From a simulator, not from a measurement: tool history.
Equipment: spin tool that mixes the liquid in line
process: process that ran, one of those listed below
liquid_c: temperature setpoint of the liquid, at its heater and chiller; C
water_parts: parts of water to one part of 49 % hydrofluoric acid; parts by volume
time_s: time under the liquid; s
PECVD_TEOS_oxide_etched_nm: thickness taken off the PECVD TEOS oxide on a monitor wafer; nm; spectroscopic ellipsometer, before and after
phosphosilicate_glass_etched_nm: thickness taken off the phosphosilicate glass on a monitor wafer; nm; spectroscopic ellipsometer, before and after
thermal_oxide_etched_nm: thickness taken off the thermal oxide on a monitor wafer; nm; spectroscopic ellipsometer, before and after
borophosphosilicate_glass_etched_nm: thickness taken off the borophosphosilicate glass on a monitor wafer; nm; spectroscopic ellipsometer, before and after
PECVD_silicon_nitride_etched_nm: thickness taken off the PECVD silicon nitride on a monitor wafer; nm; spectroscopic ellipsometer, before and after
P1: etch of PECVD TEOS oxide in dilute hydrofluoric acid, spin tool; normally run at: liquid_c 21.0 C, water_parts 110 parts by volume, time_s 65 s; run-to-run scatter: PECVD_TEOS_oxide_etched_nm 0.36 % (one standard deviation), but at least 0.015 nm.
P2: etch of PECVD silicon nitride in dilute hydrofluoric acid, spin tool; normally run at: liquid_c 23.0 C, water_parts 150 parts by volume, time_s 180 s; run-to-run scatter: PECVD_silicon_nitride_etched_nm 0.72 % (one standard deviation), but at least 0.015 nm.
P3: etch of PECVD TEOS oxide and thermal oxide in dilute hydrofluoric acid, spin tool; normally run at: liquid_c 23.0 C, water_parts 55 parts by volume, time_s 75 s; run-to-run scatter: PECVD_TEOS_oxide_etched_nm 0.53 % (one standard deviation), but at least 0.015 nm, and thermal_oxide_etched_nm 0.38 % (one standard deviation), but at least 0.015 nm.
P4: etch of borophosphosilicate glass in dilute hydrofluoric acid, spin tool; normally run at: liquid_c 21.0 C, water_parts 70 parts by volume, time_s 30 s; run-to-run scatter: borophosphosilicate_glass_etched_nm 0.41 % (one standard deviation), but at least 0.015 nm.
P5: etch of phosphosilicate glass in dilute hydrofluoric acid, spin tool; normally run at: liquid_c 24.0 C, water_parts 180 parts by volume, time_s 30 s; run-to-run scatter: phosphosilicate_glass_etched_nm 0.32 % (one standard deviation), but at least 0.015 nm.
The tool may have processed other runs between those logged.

| run | hour | process | liquid_c | water_parts | time_s | hours since the thermometer was replaced | hours since the hydrofluoric acid flow meter was replaced | PECVD_TEOS_oxide_etched_nm | phosphosilicate_glass_etched_nm | thermal_oxide_etched_nm | borophosphosilicate_glass_etched_nm | PECVD_silicon_nitride_etched_nm |
|---|---|---|---|---|---|---|---|---|---|---|---|---|
| 1 | 15.0 | P1 | 21.0 | 110 | 65 | 1294.0 | 592.5 | 5.6458 |  |  |  |  |
| 2 | 24.3 | P1 | 21.0 | 60 | 65 | 1303.3 | 601.8 | 10.9110 |  |  |  |  |
| 3 | 43.0 | P5 | 24.0 | 180 | 30 | 1322.0 | 620.5 |  | 19.758 |  |  |  |
| 4 | 51.6 | P3 | 23.0 | 55 | 75 | 1330.6 | 629.1 | 11.8670 |  | 6.1492 |  |  |
| 5 | 67.0 | P5 | 24.0 | 180 | 55 | 1346.0 | 644.5 |  | 36.352 |  |  |  |
| 6 | 75.2 | P4 | 29.0 | 70 | 30 | 1354.2 | 652.7 |  |  |  | 18.7080 |  |
| 7 | 93.1 | P1 | 21.0 | 110 | 65 | 1372.1 | 670.6 | 5.6143 |  |  |  |  |
| 8 | 106.3 | P1 | 21.0 | 60 | 105 | 1385.3 | 683.8 | 17.5990 |  |  |  |  |
| 9 | 120.0 | P1 | 17.0 | 170 | 65 | 1399.0 | 697.5 | 2.9274 |  |  |  |  |
| 10 | 130.2 | P1 | 29.0 | 110 | 65 | 1409.2 | 707.7 | 7.7372 |  |  |  |  |
| 11 | 140.3 | P2 | 23.0 | 270 | 180 | 1419.3 | 717.8 |  |  |  |  | 1.9147 |
| 12 | 159.1 | P3 | 23.0 | 55 | 20 | 1438.1 | 736.6 | 3.1565 |  | 1.6500 |  |  |
| 13 | 171.5 | P5 | 24.0 | 180 | 30 | 1450.5 | 749.0 |  | 19.727 |  |  |  |
| 14 | 183.5 | P5 | 19.0 | 180 | 30 | 1462.5 | 761.0 |  | 16.219 |  |  |  |
| 15 | 194.3 | P4 | 21.0 | 70 | 30 | 1473.3 | 771.8 |  |  |  | 13.4260 |  |
| 16 | 203.4 | P1 | 17.0 | 110 | 65 | 1482.4 | 780.9 | 4.7714 |  |  |  |  |
| 17 | 217.0 | P2 | 30.5 | 150 | 180 | 1496.0 | 794.5 |  |  |  |  | 5.4790 |
| 18 | 226.6 | P2 | 23.0 | 150 | 180 | 1505.6 | 804.1 |  |  |  |  | 3.4294 |
| 19 | 235.6 | P4 | 21.0 | 130 | 30 | 1514.6 | 813.1 |  |  |  | 6.8316 |  |
| 20 | 253.0 | P1 | 21.0 | 190 | 65 | 1532.0 | 830.5 | 2.9781 |  |  |  |  |
| 21 | 261.2 | P3 | 23.0 | 95 | 75 | 1540.2 | 838.7 | 6.5712 |  | 3.4075 |  |  |
| 22 | 277.5 | P1 | 26.0 | 110 | 120 | 1556.5 | 855.0 | 12.6370 |  |  |  |  |
| 23 | 295.2 | P1 | 21.0 | 110 | 65 | 1574.2 | 872.7 | 5.6058 |  |  |  |  |
| 24 | 304.3 | P3 | 19.0 | 55 | 75 | 1583.3 | 881.8 | 10.1310 |  | 5.1516 |  |  |
| 25 | 319.1 | P1 | 21.0 | 110 | 65 | 1598.1 | 896.6 | 5.5992 |  |  |  |  |
| 26 | 330.9 | P2 | 23.0 | 150 | 100 | 1609.9 | 908.4 |  |  |  |  | 1.8732 |
| 27 | 344.8 | P4 | 21.0 | 70 | 30 | 1623.8 | 922.3 |  |  |  | 13.6000 |  |
| 28 | 358.0 | P1 | 21.0 | 110 | 65 | 1637.0 | 935.5 | 5.6437 |  |  |  |  |
| 29 | 376.1 | P1 | 21.0 | 110 | 130 | 1655.1 | 953.6 | 11.2730 |  |  |  |  |
| 30 | 387.2 | P4 | 21.0 | 70 | 50 | 1666.2 | 964.7 |  |  |  | 22.5060 |  |
| 31 | 403.9 | P1 | 21.0 | 110 | 15 | 1682.9 | 981.4 | 1.2793 |  |  |  |  |
| 32 | 417.7 | P5 | 24.0 | 50 | 30 | 1696.7 | 995.2 |  | 83.340 |  |  |  |
| 33 | 431.3 | P1 | 21.0 | 110 | 65 | 1710.3 | 1008.8 | 5.6549 |  |  |  |  |
| 34 | 447.4 | P1 | 21.0 | 110 | 65 | 1726.4 | 1024.9 | 5.4516 |  |  |  |  |
| 35 | 460.9 | P1 | 21.0 | 110 | 65 | 1739.9 | 1038.4 | 5.3768 |  |  |  |  |
| 36 | 471.4 | P1 | 21.0 | 110 | 65 | 1750.4 | 1048.9 | 5.2914 |  |  |  |  |
| 37 | 479.9 | P1 | 21.0 | 110 | 65 | 1758.9 | 1057.4 | 5.2577 |  |  |  |  |

Estimate the outcome of run 38 from the log above:
| 38 | 495.0 | P1 | 21.0 | 110 | 65 | 1774.0 | 1072.5 | ? |  |  |  |  |

Run 38 came out at PECVD_TEOS_oxide_etched_nm 5.1941 nm.

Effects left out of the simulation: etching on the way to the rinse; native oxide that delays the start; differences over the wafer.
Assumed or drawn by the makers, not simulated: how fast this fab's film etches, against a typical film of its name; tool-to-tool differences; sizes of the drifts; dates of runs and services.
